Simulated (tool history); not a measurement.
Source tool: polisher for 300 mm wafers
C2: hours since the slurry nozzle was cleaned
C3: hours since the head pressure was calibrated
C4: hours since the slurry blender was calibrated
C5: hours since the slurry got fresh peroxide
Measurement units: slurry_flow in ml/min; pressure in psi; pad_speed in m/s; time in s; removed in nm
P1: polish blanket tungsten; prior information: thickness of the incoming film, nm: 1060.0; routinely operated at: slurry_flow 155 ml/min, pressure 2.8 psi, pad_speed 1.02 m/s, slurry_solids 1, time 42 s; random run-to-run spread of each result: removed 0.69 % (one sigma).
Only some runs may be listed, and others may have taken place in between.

Run 1, day 0.35: slurry_flow 155 ml/min, pressure 2.8 psi, pad_speed 1.02 m/s, slurry_solids 1, time 42 s; wafers polished on this pad 488; C2 502.6; C3 330.7; C4 30.4; C5 54.6. Result: removed 160.64 nm.
Run 2, day 0.55: slurry_flow 155 ml/min, pressure 2.8 psi, pad_speed 1.02 m/s, slurry_solids 1, time 42 s; wafers polished on this pad 543; C2 507.4; C3 335.5; C4 35.2; C5 59.4. Result: removed 161.1 nm.
Run 3, day 0.738: slurry_flow 95 ml/min, pressure 2.8 psi, pad_speed 1.02 m/s, slurry_solids 1.2, time 42 s; wafers polished on this pad 595; C2 511.9; C3 340; C4 39.7; C5 63.9. Result: removed 152.82 nm.
Run 4, day 0.933: slurry_flow 235 ml/min, pressure 2.8 psi, pad_speed 1.02 m/s, slurry_solids 1, time 42 s; wafers polished on this pad 649; C2 516.6; C3 344.7; C4 44.4; C5 68.6. Result: removed 170.36 nm.
Run 5, day 1.2: slurry_flow 155 ml/min, pressure 2.8 psi, pad_speed 1.02 m/s, slurry_solids 0.5, time 42 s; wafers polished on this pad 723; C2 523; C3 351.1; C4 50.8; C5 75. Result: removed 138.23 nm.
Run 6, day 1.396: slurry_flow 155 ml/min, pressure 2.8 psi, pad_speed 1.02 m/s, slurry_solids 1.45, time 42 s; wafers polished on this pad 777; C2 527.7; C3 355.8; C4 55.5; C5 79.7. Result: removed 174.29 nm.
Run 7, day 1.75: slurry_flow 155 ml/min, pressure 1.9 psi, pad_speed 1.02 m/s, slurry_solids 1, time 42 s; wafers polished on this pad 874; C2 536.2; C3 364.3; C4 64; C5 88.2. Result: removed 109.58 nm.
Run 8, day 2.008: slurry_flow 95 ml/min, pressure 2.8 psi, pad_speed 1.02 m/s, slurry_solids 1, time 42 s; wafers polished on this pad 946; C2 542.4; C3 370.5; C4 70.2; C5 94.4. Result: removed 144.77 nm.
At day 2.046: slurry nozzle cleaned.
Run 9, day 2.354: slurry_flow 155 ml/min, pressure 4 psi, pad_speed 1.02 m/s, slurry_solids 1, time 42 s; wafers polished on this pad 1041; C2 7.4; C3 378.8; C4 78.5; C5 102.7. Result: removed 231.39 nm.
Run 10, day 2.725: slurry_flow 155 ml/min, pressure 2.8 psi, pad_speed 1.02 m/s, slurry_solids 1, time 42 s; wafers polished on this pad 1144; C2 16.3; C3 387.7; C4 87.4; C5 111.6. Result: removed 162.46 nm.
Run 11, day 3.012: slurry_flow 155 ml/min, pressure 2.8 psi, pad_speed 1.02 m/s, slurry_solids 1, time 64 s; wafers polished on this pad 1223; C2 23.2; C3 394.6; C4 94.3; C5 118.5. Result: removed 247.04 nm.
Run 12, day 3.383: slurry_flow 155 ml/min, pressure 2.8 psi, pad_speed 1.44 m/s, slurry_solids 1, time 42 s; wafers polished on this pad 1325; C2 32.1; C3 403.5; C4 103.2; C5 127.4. Result: removed 229.43 nm.
Run 13, day 3.608: slurry_flow 95 ml/min, pressure 2.8 psi, pad_speed 1.36 m/s, slurry_solids 1, time 42 s; wafers polished on this pad 1388; C2 37.5; C3 408.9; C4 108.6; C5 132.8. Result: removed 193.83 nm.
Run 14, day 3.838: slurry_flow 155 ml/min, pressure 2.8 psi, pad_speed 1.02 m/s, slurry_solids 1, time 24 s; wafers polished on this pad 1451; C2 43; C3 414.4; C4 114.1; C5 138.3. Result: removed 92.438 nm.
Run 15, day 4.15: slurry_flow 155 ml/min, pressure 2.8 psi, pad_speed 1.02 m/s, slurry_solids 1, time 42 s; wafers polished on this pad 1537; C2 50.5; C3 421.9; C4 121.6; C5 145.8. Result: removed 160.91 nm.
Run 16, day 4.346: slurry_flow 155 ml/min, pressure 2.8 psi, pad_speed 0.68 m/s, slurry_solids 1, time 42 s; wafers polished on this pad 1591; C2 55.2; C3 426.6; C4 126.3; C5 150.5. Result: removed 107.53 nm.
Run 17, day 4.521: slurry_flow 155 ml/min, pressure 2.8 psi, pad_speed 1.02 m/s, slurry_solids 1, time 42 s; wafers polished on this pad 1639; C2 59.4; C3 430.8; C4 130.5; C5 154.7. Result: removed 161.7 nm.
Run 18, day 4.792: slurry_flow 155 ml/min, pressure 2.8 psi, pad_speed 1.02 m/s, slurry_solids 1, time 42 s; wafers polished on this pad 1714; C2 65.9; C3 437.3; C4 137; C5 161.2. Result: removed 160.64 nm.
Run 19, day 5: slurry_flow 155 ml/min, pressure 2.8 psi, pad_speed 1.02 m/s, slurry_solids 1, time 42 s; wafers polished on this pad 1772; C2 70.9; C3 442.3; C4 142; C5 166.2. Result: removed 160.12 nm.
Run 20, day 5.292: slurry_flow 155 ml/min, pressure 2.8 psi, pad_speed 1.02 m/s, slurry_solids 1, time 42 s; wafers polished on this pad 1852; C2 77.9; C3 449.3; C4 149; C5 173.2. Result: removed 156.16 nm.
Run 21, day 5.662: slurry_flow 155 ml/min, pressure 2.8 psi, pad_speed 1.02 m/s, slurry_solids 1, time 42 s; wafers polished on this pad 1955; C2 86.8; C3 458.2; C4 157.9; C5 182.1. Result: removed 151.88 nm.
Run 22, day 5.879: slurry_flow 155 ml/min, pressure 2.8 psi, pad_speed 1.02 m/s, slurry_solids 1, time 42 s; wafers polished on this pad 2014; C2 92; C3 463.4; C4 163.1; C5 187.3. Result: removed 150.96 nm.
At day 6.129: head pressure recalibrated.
Run 23, day 6.158: slurry_flow 155 ml/min, pressure 2.8 psi, pad_speed 1.02 m/s, slurry_solids 1, time 42 s; wafers polished on this pad 2092; C2 98.7; C3 0.8; C4 169.8; C5 194. Result: removed 152.45 nm.
Run 24, day 6.396: slurry_flow 155 ml/min, pressure 2.8 psi, pad_speed 1.02 m/s, slurry_solids 1, time 42 s; wafers polished on this pad 2157; C2 104.4; C3 6.5; C4 175.5; C5 199.7. Result: removed 151.18 nm.
At day 6.442: slurry blender recalibrated.
Run 25, day 6.717: slurry_flow 155 ml/min, pressure 2.8 psi, pad_speed 1.02 m/s, slurry_solids 1, time 42 s; wafers polished on this pad 2246; C2 112.1; C3 14.2; C4 6.7; C5 207.4. Result: removed 151.92 nm.
Run 26, day 6.892: slurry_flow 155 ml/min, pressure 2.8 psi, pad_speed 1.02 m/s, slurry_solids 1, time 42 s; wafers polished on this pad 2294; C2 116.3; C3 18.4; C4 10.9; C5 211.6. Result: removed 150.1 nm.
At day 7.021: slurry tank refilled with fresh slurry and peroxide.
Run 27, day 7.142: slurry_flow 155 ml/min, pressure 2.8 psi, pad_speed 1.02 m/s, slurry_solids 1, time 42 s; wafers polished on this pad 2363; C2 122.3; C3 24.4; C4 16.9; C5 2.9. Result: removed 150.6 nm.
Run 28, day 7.312: slurry_flow 155 ml/min, pressure 2.8 psi, pad_speed 1.02 m/s, slurry_solids 1, time 42 s; wafers polished on this pad 2410; C2 126.4; C3 28.5; C4 21; C5 7. Result: removed 149.2 nm.
Run 29, day 7.525: slurry_flow 155 ml/min, pressure 2.8 psi, pad_speed 1.02 m/s, slurry_solids 1, time 42 s; wafers polished on this pad 2469; C2 131.5; C3 33.6; C4 26.1; C5 12.1. Result: removed 149.9 nm.
Run 30, day 7.729: slurry_flow 155 ml/min, pressure 2.8 psi, pad_speed 1.02 m/s, slurry_solids 1, time 42 s; wafers polished on this pad 2525; C2 136.4; C3 38.5; C4 31; C5 17. Result: removed 149.11 nm.

The log shows P1 creeping away from where it was. Any of the 2 causes listed here, at the size stated for it, fits the log just as well as the others:
A: removal rate lost through wear of the pad, % = 7.34
B: slurry flow missing at the pad, % = 31.7
Creep in the process output first set in at about day 5.
Other possible causes, and why each is ruled out:
head's pressure below its setpoint, %: serviced after onset, at day 6.129, with no recovery of the prior output
abrasive missing from the slurry, %: serviced after onset, at day 6.442, with no recovery of the prior output
peroxide lost from the slurry, %: serviced after onset, at day 7.021, with no recovery of the prior output

Below are 4 check runs, each averaged over 5 wafers, with their results shown as question marks. Which of them would give clearly different results depending on which cause is behind the drift?
Run check 1, day 7.933: slurry_flow 225 ml/min, pressure 2.8 psi, pad_speed 1.02 m/s, slurry_solids 1, time 42 s. Result: removed ?.
Run check 2, day 7.933: slurry_flow 155 ml/min, pressure 2.8 psi, pad_speed 1.02 m/s, slurry_solids 0.75, time 42 s. Result: removed ?.
Run check 3, day 7.933: slurry_flow 155 ml/min, pressure 2.8 psi, pad_speed 1.02 m/s, slurry_solids 1, time 52 s. Result: removed ?.
Run check 4, day 7.933: slurry_flow 155 ml/min, pressure 3.5 psi, pad_speed 1.02 m/s, slurry_solids 1, time 42 s. Result: removed ?.

Expected result of each check under each candidate cause:
  check   result    if A    if B
check 1  removed  157.56  161.08
check 2  removed  139.78  139.77
check 3  removed  185.07  185.05
check 4  removed  186.85  186.83
Minimum pairwise separation of causes per check, each pair taken at its best-separating result: check 1 2.21 %; check 2 0.01 %; check 3 0.01 %; check 4 0.01 %
The causes can be told apart only by check 1. The other checks would give nearly the same results under each of them.

Check 1 was then run and gave: removed 157.22 nm. Which cause is it?

A is the cause: removal rate lost through wear of the pad, %.
